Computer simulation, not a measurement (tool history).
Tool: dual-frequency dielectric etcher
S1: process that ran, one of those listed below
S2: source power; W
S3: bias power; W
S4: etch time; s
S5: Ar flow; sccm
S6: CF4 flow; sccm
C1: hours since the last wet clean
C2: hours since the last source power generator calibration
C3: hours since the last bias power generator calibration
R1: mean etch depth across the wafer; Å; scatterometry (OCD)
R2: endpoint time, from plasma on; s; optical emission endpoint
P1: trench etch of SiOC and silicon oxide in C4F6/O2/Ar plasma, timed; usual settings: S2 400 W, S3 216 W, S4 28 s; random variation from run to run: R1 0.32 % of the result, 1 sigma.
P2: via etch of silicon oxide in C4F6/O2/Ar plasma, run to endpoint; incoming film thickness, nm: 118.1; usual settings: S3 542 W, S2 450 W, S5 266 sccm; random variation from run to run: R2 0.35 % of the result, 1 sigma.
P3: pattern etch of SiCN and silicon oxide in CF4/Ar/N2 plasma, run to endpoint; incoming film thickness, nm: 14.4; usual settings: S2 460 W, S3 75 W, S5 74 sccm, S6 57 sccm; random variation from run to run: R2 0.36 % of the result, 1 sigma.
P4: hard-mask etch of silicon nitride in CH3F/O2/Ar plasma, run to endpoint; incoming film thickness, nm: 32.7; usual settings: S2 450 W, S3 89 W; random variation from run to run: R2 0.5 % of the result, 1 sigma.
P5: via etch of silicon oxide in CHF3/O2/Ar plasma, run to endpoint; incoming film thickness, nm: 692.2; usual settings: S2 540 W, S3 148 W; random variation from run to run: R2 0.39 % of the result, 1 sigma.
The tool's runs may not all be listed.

run	hour	S1	S2	S3	S4	S5	S6	C1	C2	C3	R1	R2
1	6.7	P1	400	216	28			127.8	1968	752.3	578.16	
2	14.5	P1	240	216	28			135.6	1975.8	760.1	479.37	
3	20	P3	460	44		74	57	141.1	1981.3	765.6		18.85
4	28.8	P1	500	216	34			149.9	1990.1	774.4	768.94	
5	36.8	P1	400	216	28			157.9	1998.1	782.4	578.89	
6	44.3	P1	400	279	28			165.4	2005.6	789.9	632.35	
7	50.4	P2	450	542		266		171.5	2011.7	796		23.652
8	58.6	P5	540	148				179.7	2019.9	804.2		393.13
9	63.5	P3	460	75		49	57	184.6	2024.8	809.1		15.168
10	70.7	P2	450	542		176		191.8	2032	816.3		22.616
11	75.3	P1	400	216	35.5			196.4	2036.6	820.9	728.22	
12	81.6	P5	340	148				202.7	2042.9	827.2		465.73
13	86.7	P4	450	106				207.8	2048	832.3		37.632
14	92.3	P2	450	645		266		213.4	2053.6	837.9		22.175
15	96.8	P1	400	140	28			217.9	2058.1	842.4	503.34	
16	104.6	P2	340	542		266		225.7	2065.9	850.2		26.198
17	109.9	P1	400	216	28			231	2071.2	855.5	578.89	
18	115.5	P5	540	193				236.6	2076.8	861.1		357.79
19	120.6	P4	450	89				241.7	2081.9	866.2		40.42
20	128.7	P1	480	216	28			249.8	2090	874.3	619.6	
21	135.2	P3	460	75		74	77	256.3	2096.5	880.8		15.243
22	144.8	P3	460	75		74	57	265.9	2106.1	890.4		15.946
23	152.3	P5	540	148				273.4	2113.6	897.9		389.61
24	161.1	P1	400	216	15.5			282.2	2122.4	906.7	320.43	
25	168.2	P2	450	542		266		289.3	2129.5	913.8		23.502
26	174.1	P1	400	216	28			295.2	2135.4	919.7	583.06	
27	179.5	P4	450	89				300.6	2140.8	925.1		40.255
28	184.8	P3	660	75		74	57	305.9	2146.1	930.4		11.668
29	192.5	P4	620	89				313.6	2153.8	938.1		35.791
30	202.1	P1	400	216	28			323.2	2163.4	947.7	578.32	
31	207.8	P1	400	216	28			328.9	2169.1	953.4	582.31	
32	214.1	P1	400	216	28			335.2	2175.4	959.7	583.34	
33	220.4	P1	400	216	28			341.5	2181.7	966	584.81	
34	228.6	P1	400	216	28			349.7	2189.9	974.2	588.6	
# hour 230.3: wet clean of the chamber
35	236.3	P1	400	216	28			6	2197.6	981.9	590.78	
36	241.6	P1	400	216	28			11.3	2202.9	987.2	587.6	
37	246.6	P1	400	216	28			16.3	2207.9	992.2	588.08	
38	253.2	P1	400	216	28			22.9	2214.5	998.8	588.98	
39	262.4	P1	400	216	28			32.1	2223.7	1008	588.17	
40	267	P1	400	216	28			36.7	2228.3	1012.6	588.17	

What P1 gives has crept away from where it was. These 2 causes fit the log equally well, each at the size given:
A: bias power that arrives over what is set, % = 4.9
B: source power that arrives over what is set, % = 4.19
The creep began at about hour 202.1.
Why every other cause is out:
chamber walls in a state that raises the etch rate, %: serviced at hour 230.3, which brought nothing back

4 check runs are offered, each on 2 wafers whose results are averaged, their results left as question marks. Which one tells the causes apart?
check 1	271.6	P4	580	102								?
check 2	271.6	P3	460	46		74	57					?
check 3	271.6	P2	350	542		266						?
check 4	271.6	P5	350	148								?

What each check would give under each cause:
check	result	if A	if B
check 1	R2	34.201	34.265
check 2	R2	18.38	17.971
check 3	R2	25.416	25.497
check 4	R2	453.72	453.91
How far apart the two closest causes lie, in the result that separates them most: check 1 0.19 %; check 2 2.25 %; check 3 0.32 %; check 4 0.04 %
Check 2 tells the causes apart: in the others they would give nearly the same result.

Then check 2 was run and gave: R2 18.417 s. Which cause is it?

It is A: bias power that arrives over what is set, %.
